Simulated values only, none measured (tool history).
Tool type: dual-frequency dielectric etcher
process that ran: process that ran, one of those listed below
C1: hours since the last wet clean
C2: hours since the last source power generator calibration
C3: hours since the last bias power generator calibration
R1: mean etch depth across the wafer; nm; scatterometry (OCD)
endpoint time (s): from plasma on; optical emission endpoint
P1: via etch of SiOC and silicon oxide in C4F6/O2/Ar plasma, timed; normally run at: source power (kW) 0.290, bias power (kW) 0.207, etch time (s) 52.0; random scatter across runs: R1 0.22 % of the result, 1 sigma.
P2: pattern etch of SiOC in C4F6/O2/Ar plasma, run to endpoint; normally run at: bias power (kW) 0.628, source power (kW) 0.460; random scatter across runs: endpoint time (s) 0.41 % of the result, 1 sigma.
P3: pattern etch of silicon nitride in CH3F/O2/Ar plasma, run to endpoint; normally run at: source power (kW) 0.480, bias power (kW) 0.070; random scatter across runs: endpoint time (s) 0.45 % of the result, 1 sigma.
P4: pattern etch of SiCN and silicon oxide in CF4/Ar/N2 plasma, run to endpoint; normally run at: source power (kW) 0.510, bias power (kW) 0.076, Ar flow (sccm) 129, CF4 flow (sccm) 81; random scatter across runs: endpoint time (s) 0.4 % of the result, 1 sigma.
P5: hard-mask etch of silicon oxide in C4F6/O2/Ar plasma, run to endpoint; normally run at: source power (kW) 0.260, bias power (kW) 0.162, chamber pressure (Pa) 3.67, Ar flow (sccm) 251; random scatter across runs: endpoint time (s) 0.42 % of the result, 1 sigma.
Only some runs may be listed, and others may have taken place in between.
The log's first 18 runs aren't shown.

Run 19, hour 141.2: process that ran P3, source power (kW) 0.480, bias power (kW) 0.040; C1 360.5; C2 3898.6; C3 3835.4. Result: endpoint time (s) 34.582.
Run 20, hour 147.3: process that ran P2, source power (kW) 0.460, bias power (kW) 0.628; C1 366.6; C2 3904.7; C3 3841.5. Result: endpoint time (s) 12.441.
Run 21, hour 153.0: process that ran P2, source power (kW) 0.460, bias power (kW) 0.628; C1 372.3; C2 3910.4; C3 3847.2. Result: endpoint time (s) 12.422.
Run 22, hour 161.3: process that ran P1, source power (kW) 0.180, bias power (kW) 0.207, etch time (s) 52.0; C1 380.6; C2 3918.7; C3 3855.5. Result: R1 45.253 nm.
Run 23, hour 170.8: process that ran P4, source power (kW) 0.510, bias power (kW) 0.076, Ar flow (sccm) 92, CF4 flow (sccm) 81; C1 390.1; C2 3928.2; C3 3865.0. Result: endpoint time (s) 18.049.
At hour 175.6: source power generator calibrated.
Run 24, hour 178.1: process that ran P4, source power (kW) 0.290, bias power (kW) 0.076, Ar flow (sccm) 129, CF4 flow (sccm) 81; C1 397.4; C2 2.6; C3 3872.3. Result: endpoint time (s) 30.911.
At hour 181.1: wet clean of the chamber.
Run 25, hour 183.9: process that ran P5, source power (kW) 0.260, bias power (kW) 0.162, chamber pressure (Pa) 5.00, Ar flow (sccm) 251; C1 2.9; C2 8.4; C3 3878.1. Result: endpoint time (s) 74.970.
Run 26, hour 191.8: process that ran P4, source power (kW) 0.510, bias power (kW) 0.046, Ar flow (sccm) 129, CF4 flow (sccm) 81; C1 10.8; C2 16.3; C3 3886.0. Result: endpoint time (s) 22.286.
Run 27, hour 198.7: process that ran P2, source power (kW) 0.460, bias power (kW) 0.405; C1 17.7; C2 23.2; C3 3892.9. Result: endpoint time (s) 14.553.
Run 28, hour 206.3: process that ran P5, source power (kW) 0.260, bias power (kW) 0.125, chamber pressure (Pa) 3.67, Ar flow (sccm) 251; C1 25.3; C2 30.8; C3 3900.5. Result: endpoint time (s) 77.889.

Forecast run 29:
Run 29, hour 217.1: process that ran P1, source power (kW) 0.290, bias power (kW) 0.207, etch time (s) 52.0; C1 36.1; C2 41.6; C3 3911.3. Result: R1 ?.

For run 29 the tool returned R1 54.455 nm.

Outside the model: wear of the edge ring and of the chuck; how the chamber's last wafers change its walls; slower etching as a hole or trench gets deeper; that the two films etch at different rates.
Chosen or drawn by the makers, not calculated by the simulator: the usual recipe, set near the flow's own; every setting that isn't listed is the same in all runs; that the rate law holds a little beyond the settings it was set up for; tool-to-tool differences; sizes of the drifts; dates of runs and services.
